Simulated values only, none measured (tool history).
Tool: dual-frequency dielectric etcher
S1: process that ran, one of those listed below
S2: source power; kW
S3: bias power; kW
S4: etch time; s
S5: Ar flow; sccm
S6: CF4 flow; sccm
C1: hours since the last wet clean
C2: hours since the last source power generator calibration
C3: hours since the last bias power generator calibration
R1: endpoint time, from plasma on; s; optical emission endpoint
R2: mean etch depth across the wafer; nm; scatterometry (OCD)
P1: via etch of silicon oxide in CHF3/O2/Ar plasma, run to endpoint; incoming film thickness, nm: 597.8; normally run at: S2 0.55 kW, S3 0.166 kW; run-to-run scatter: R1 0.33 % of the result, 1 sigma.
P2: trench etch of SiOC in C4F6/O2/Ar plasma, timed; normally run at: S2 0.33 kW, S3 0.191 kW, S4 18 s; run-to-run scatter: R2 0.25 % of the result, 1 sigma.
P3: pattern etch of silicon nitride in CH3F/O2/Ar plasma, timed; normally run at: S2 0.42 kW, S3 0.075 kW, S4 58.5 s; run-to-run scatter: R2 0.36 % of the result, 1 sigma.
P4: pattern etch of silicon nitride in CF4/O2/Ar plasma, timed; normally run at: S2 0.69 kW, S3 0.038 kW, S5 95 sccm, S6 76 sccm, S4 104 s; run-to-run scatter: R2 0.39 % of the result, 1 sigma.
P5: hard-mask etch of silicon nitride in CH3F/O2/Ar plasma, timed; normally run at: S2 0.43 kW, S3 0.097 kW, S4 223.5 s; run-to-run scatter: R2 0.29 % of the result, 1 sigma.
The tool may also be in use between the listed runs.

Run 1, hour 7.8: S1 P1, S2 0.55 kW, S3 0.166 kW; C1 320.7; C2 845.2; C3 826.6. Result: R1 322.19 s.
Run 2, hour 17.9: S1 P5, S2 0.43 kW, S3 0.097 kW, S4 145.5 s; C1 330.8; C2 855.3; C3 836.7. Result: R2 117.74 nm.
Run 3, hour 29.8: S1 P3, S2 0.42 kW, S3 0.103 kW, S4 58.5 s; C1 342.7; C2 867.2; C3 848.6. Result: R2 49.408 nm.
Run 4, hour 35.5: S1 P2, S2 0.45 kW, S3 0.191 kW, S4 18 s; C1 348.4; C2 872.9; C3 854.3. Result: R2 39.666 nm.
Run 5, hour 41.2: S1 P1, S2 0.38 kW, S3 0.166 kW; C1 354.1; C2 878.6; C3 860. Result: R1 371.55 s.
Run 6, hour 49.3: S1 P1, S2 0.55 kW, S3 0.13 kW; C1 362.2; C2 886.7; C3 868.1. Result: R1 346.36 s.
Run 7, hour 55.8: S1 P5, S2 0.6 kW, S3 0.097 kW, S4 223.5 s; C1 368.7; C2 893.2; C3 874.6. Result: R2 205.3 nm.
Run 8, hour 65.9: S1 P3, S2 0.42 kW, S3 0.075 kW, S4 32 s; C1 378.8; C2 903.3; C3 884.7. Result: R2 24.108 nm.
Run 9, hour 74.2: S1 P5, S2 0.43 kW, S3 0.097 kW, S4 223.5 s; C1 387.1; C2 911.6; C3 893. Result: R2 180.52 nm.
Run 10, hour 81.4: S1 P2, S2 0.33 kW, S3 0.191 kW, S4 26 s; C1 394.3; C2 918.8; C3 900.2. Result: R2 50.6 nm.
Run 11, hour 91.4: S1 P4, S2 0.43 kW, S3 0.038 kW, S4 104 s, S5 95 sccm, S6 76 sccm; C1 404.3; C2 928.8; C3 910.2. Result: R2 152.24 nm.
Run 12, hour 100.2: S1 P3, S2 0.56 kW, S3 0.075 kW, S4 58.5 s; C1 413.1; C2 937.6; C3 919. Result: R2 49.129 nm.
Run 13, hour 108.4: S1 P1, S2 0.55 kW, S3 0.166 kW; C1 421.3; C2 945.8; C3 927.2. Result: R1 320.94 s.
Run 14, hour 113.8: S1 P1, S2 0.55 kW, S3 0.166 kW; C1 426.7; C2 951.2; C3 932.6. Result: R1 322.06 s.
Run 15, hour 121.8: S1 P5, S2 0.43 kW, S3 0.12 kW, S4 223.5 s; C1 434.7; C2 959.2; C3 940.6. Result: R2 195.75 nm.
Run 16, hour 132.5: S1 P4, S2 0.69 kW, S3 0.027 kW, S4 104 s, S5 95 sccm, S6 76 sccm; C1 445.4; C2 969.9; C3 951.3. Result: R2 205.69 nm.
Run 17, hour 144: S1 P4, S2 0.69 kW, S3 0.038 kW, S4 130.5 s, S5 95 sccm, S6 76 sccm; C1 456.9; C2 981.4; C3 962.8. Result: R2 290.46 nm.
At hour 147.5: source power generator calibrated.
Run 18, hour 150.7: S1 P1, S2 0.69 kW, S3 0.1 kW; C1 463.6; C2 3.2; C3 969.5. Result: R1 345.62 s.
Run 19, hour 158.6: S1 P1, S2 0.72 kW, S3 0.166 kW; C1 471.5; C2 11.1; C3 977.4. Result: R1 290.5 s.
Run 20, hour 168.8: S1 P3, S2 0.42 kW, S3 0.075 kW, S4 58.5 s; C1 481.7; C2 21.3; C3 987.6. Result: R2 44.038 nm.
Run 21, hour 178: S1 P1, S2 0.55 kW, S3 0.166 kW; C1 490.9; C2 30.5; C3 996.8. Result: R1 321.09 s.
Run 22, hour 188.8: S1 P4, S2 0.69 kW, S3 0.038 kW, S4 104 s, S5 95 sccm, S6 76 sccm; C1 501.7; C2 41.3; C3 1007.6. Result: R2 231.91 nm.
Run 23, hour 200.5: S1 P4, S2 0.69 kW, S3 0.038 kW, S4 104 s, S5 95 sccm, S6 52 sccm; C1 513.4; C2 53; C3 1019.3. Result: R2 216.92 nm.
Run 24, hour 210.9: S1 P1, S2 0.55 kW, S3 0.166 kW; C1 523.8; C2 63.4; C3 1029.7. Result: R1 322.24 s.
Run 25, hour 220.7: S1 P1, S2 0.55 kW, S3 0.166 kW; C1 533.6; C2 73.2; C3 1039.5. Result: R1 321.41 s.
Run 26, hour 231.8: S1 P2, S2 0.33 kW, S3 0.191 kW, S4 18 s; C1 544.7; C2 84.3; C3 1050.6. Result: R2 35.085 nm.
Run 27, hour 238.9: S1 P1, S2 0.55 kW, S3 0.166 kW; C1 551.8; C2 91.4; C3 1057.7. Result: R1 322.14 s.
At hour 244.8: wet clean of the chamber.
Run 28, hour 247.3: S1 P4, S2 0.69 kW, S3 0.038 kW, S4 104 s, S5 55 sccm, S6 76 sccm; C1 2.6; C2 99.8; C3 1066.1. Result: R2 249.47 nm.
Run 29, hour 257.5: S1 P4, S2 0.69 kW, S3 0.038 kW, S4 104 s, S5 95 sccm, S6 76 sccm; C1 12.8; C2 110; C3 1076.3. Result: R2 230.97 nm.
Run 30, hour 263.7: S1 P2, S2 0.33 kW, S3 0.258 kW, S4 18 s; C1 19; C2 116.2; C3 1082.5. Result: R2 38.78 nm.
Run 31, hour 275.5: S1 P1, S2 0.43 kW, S3 0.225 kW; C1 30.8; C2 128; C3 1094.3. Result: R1 319.41 s.
Run 32, hour 284.1: S1 P2, S2 0.33 kW, S3 0.191 kW, S4 18 s; C1 39.4; C2 136.6; C3 1102.9. Result: R2 35.022 nm.
Run 33, hour 294.9: S1 P1, S2 0.55 kW, S3 0.227 kW; C1 50.2; C2 147.4; C3 1113.7. Result: R1 287.39 s.
Run 34, hour 305.4: S1 P1, S2 0.55 kW, S3 0.166 kW; C1 60.7; C2 157.9; C3 1124.2. Result: R1 323.57 s.
Run 35, hour 312.6: S1 P1, S2 0.55 kW, S3 0.166 kW; C1 67.9; C2 165.1; C3 1131.4. Result: R1 324.99 s.
Run 36, hour 321.5: S1 P1, S2 0.55 kW, S3 0.166 kW; C1 76.8; C2 174; C3 1140.3. Result: R1 326.59 s.
At hour 325.5: wet clean of the chamber.
Run 37, hour 331.5: S1 P1, S2 0.55 kW, S3 0.166 kW; C1 6; C2 184; C3 1150.3. Result: R1 327.28 s.
Run 38, hour 342.9: S1 P1, S2 0.55 kW, S3 0.166 kW; C1 17.4; C2 195.4; C3 1161.7. Result: R1 329.31 s.
Run 39, hour 354.1: S1 P1, S2 0.55 kW, S3 0.166 kW; C1 28.6; C2 206.6; C3 1172.9. Result: R1 327.37 s.
Run 40, hour 360.6: S1 P1, S2 0.55 kW, S3 0.166 kW; C1 35.1; C2 213.1; C3 1179.4. Result: R1 327.59 s.

What P1 gives has crept away from where it was. These 2 causes fit the log equally well, each at the size given:
A: bias power that arrives under what is set, % = 4.91
B: source power that arrives under what is set, % = 4.25
The creep began at about hour 305.4.
Why every other cause is out:
chamber walls in a state that lowers the etch rate, %: serviced at hour 325.5, which brought nothing back

4 check runs are offered, each on 2 wafers whose results are averaged, their results left as question marks. Which one tells the causes apart?
Run check 1, hour 367.1: S1 P2, S2 0.38 kW, S3 0.227 kW, S4 18 s. Result: R2 ?.
Run check 2, hour 367.1: S1 P3, S2 0.42 kW, S3 0.093 kW, S4 58.5 s. Result: R2 ?.
Run check 3, hour 367.1: S1 P5, S2 0.6 kW, S3 0.119 kW, S4 223.5 s. Result: R2 ?.
Run check 4, hour 367.1: S1 P4, S2 0.69 kW, S3 0.038 kW, S4 104 s, S5 58 sccm, S6 76 sccm. Result: R2 ?.

What each check would give under each cause:
  check  result    if A    if B
check 1      R2  38.504  38.506
check 2      R2  46.821  46.907
check 3      R2  216.97  217.49
check 4      R2  243.46  238.17
How far apart the two closest causes lie, in the result that separates them most: check 1 0 %; check 2 0.18 %; check 3 0.24 %; check 4 2.2 %
Only check 4 tells the causes apart: in the others they would give nearly the same result.

Check 4 was then run and gave: R2 243.76 nm. Which cause is it?

It is A: bias power that arrives under what is set, %.

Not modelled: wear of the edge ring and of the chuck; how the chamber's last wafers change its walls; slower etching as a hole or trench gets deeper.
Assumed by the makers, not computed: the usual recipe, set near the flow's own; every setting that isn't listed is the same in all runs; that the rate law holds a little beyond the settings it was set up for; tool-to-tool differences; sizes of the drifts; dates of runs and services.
